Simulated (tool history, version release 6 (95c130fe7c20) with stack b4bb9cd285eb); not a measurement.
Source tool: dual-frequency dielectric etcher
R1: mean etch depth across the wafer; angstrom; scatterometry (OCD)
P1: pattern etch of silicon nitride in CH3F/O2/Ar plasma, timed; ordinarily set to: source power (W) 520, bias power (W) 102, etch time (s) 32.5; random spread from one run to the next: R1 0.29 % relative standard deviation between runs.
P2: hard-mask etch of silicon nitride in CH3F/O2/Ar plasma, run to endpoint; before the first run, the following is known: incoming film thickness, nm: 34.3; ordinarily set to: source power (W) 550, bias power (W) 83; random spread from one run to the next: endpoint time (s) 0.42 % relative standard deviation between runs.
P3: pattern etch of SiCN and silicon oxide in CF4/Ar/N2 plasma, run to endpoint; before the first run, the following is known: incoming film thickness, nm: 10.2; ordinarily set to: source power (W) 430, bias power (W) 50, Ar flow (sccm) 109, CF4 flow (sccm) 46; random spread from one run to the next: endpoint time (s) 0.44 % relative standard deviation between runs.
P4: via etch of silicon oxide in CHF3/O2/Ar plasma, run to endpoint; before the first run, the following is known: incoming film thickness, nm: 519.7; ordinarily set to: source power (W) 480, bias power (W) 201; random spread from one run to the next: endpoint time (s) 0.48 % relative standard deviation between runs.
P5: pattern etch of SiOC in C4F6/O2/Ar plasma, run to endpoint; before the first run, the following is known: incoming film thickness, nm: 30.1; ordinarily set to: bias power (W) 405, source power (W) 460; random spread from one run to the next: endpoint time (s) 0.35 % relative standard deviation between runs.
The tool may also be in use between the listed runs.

run 1 day=0.508 | process_that_ran=P1 source_power_(W)=520 bias_power_(W)=102 etch_time_(s)=32.5 | R1=283.9
run 2 day=1.108 | process_that_ran=P5 source_power_(W)=460 bias_power_(W)=405 | endpoint_time_(s)=10.505
run 3 day=1.612 | process_that_ran=P1 source_power_(W)=520 bias_power_(W)=102 etch_time_(s)=32.5 | R1=286.78
run 4 day=2.246 | process_that_ran=P3 source_power_(W)=430 bias_power_(W)=50 Ar_flow_(sccm)=89 CF4_flow_(sccm)=46 | endpoint_time_(s)=14.502
run 5 day=2.788 | process_that_ran=P1 source_power_(W)=520 bias_power_(W)=102 etch_time_(s)=45.5 | R1=401.15
run 6 day=3.338 | process_that_ran=P1 source_power_(W)=630 bias_power_(W)=102 etch_time_(s)=32.5 | R1=307.18
run 7 day=3.742 | process_that_ran=P2 source_power_(W)=550 bias_power_(W)=112 | endpoint_time_(s)=36.524
run 8 day=4.029 | process_that_ran=P1 source_power_(W)=520 bias_power_(W)=102 etch_time_(s)=32.5 | R1=287.42
run 9 day=4.6 | process_that_ran=P1 source_power_(W)=520 bias_power_(W)=102 etch_time_(s)=21 | R1=185.49
run 10 day=5.108 | process_that_ran=P1 source_power_(W)=520 bias_power_(W)=131 etch_time_(s)=32.5 | R1=315.19
run 11 day=5.388 | process_that_ran=P4 source_power_(W)=480 bias_power_(W)=135 | endpoint_time_(s)=310.86
run 12 day=5.925 | process_that_ran=P1 source_power_(W)=520 bias_power_(W)=121 etch_time_(s)=45 | R1=420.98
run 13 day=6.308 | process_that_ran=P4 source_power_(W)=330 bias_power_(W)=201 | endpoint_time_(s)=312.28
run 14 day=6.592 | process_that_ran=P3 source_power_(W)=430 bias_power_(W)=41 Ar_flow_(sccm)=109 CF4_flow_(sccm)=46 | endpoint_time_(s)=16.029
run 15 day=6.996 | process_that_ran=P4 source_power_(W)=480 bias_power_(W)=201 | endpoint_time_(s)=272.42
run 16 day=7.625 | process_that_ran=P1 source_power_(W)=380 bias_power_(W)=102 etch_time_(s)=32.5 | R1=255.01
run 17 day=8.167 | process_that_ran=P3 source_power_(W)=430 bias_power_(W)=50 Ar_flow_(sccm)=109 CF4_flow_(sccm)=46 | endpoint_time_(s)=14.865
run 18 day=8.533 | process_that_ran=P2 source_power_(W)=550 bias_power_(W)=83 | endpoint_time_(s)=40.9
run 19 day=8.9 | process_that_ran=P1 source_power_(W)=520 bias_power_(W)=102 etch_time_(s)=32.5 | R1=284.65
run 20 day=9.304 | process_that_ran=P1 source_power_(W)=520 bias_power_(W)=102 etch_time_(s)=32.5 | R1=285.69
run 21 day=9.692 | process_that_ran=P3 source_power_(W)=430 bias_power_(W)=50 Ar_flow_(sccm)=109 CF4_flow_(sccm)=30 | endpoint_time_(s)=16.215
run 22 day=10.279 | process_that_ran=P2 source_power_(W)=680 bias_power_(W)=83 | endpoint_time_(s)=37.405
run 23 day=10.804 | process_that_ran=P5 source_power_(W)=370 bias_power_(W)=405 | endpoint_time_(s)=11.401
run 24 day=11.329 | process_that_ran=P5 source_power_(W)=460 bias_power_(W)=558 | endpoint_time_(s)=9.3351

Run 25 comes next. What will it give?
run 25 day=11.942 | process_that_ran=P1 source_power_(W)=520 bias_power_(W)=102 etch_time_(s)=32.5 | R1=?

R1: 285.83 angstrom

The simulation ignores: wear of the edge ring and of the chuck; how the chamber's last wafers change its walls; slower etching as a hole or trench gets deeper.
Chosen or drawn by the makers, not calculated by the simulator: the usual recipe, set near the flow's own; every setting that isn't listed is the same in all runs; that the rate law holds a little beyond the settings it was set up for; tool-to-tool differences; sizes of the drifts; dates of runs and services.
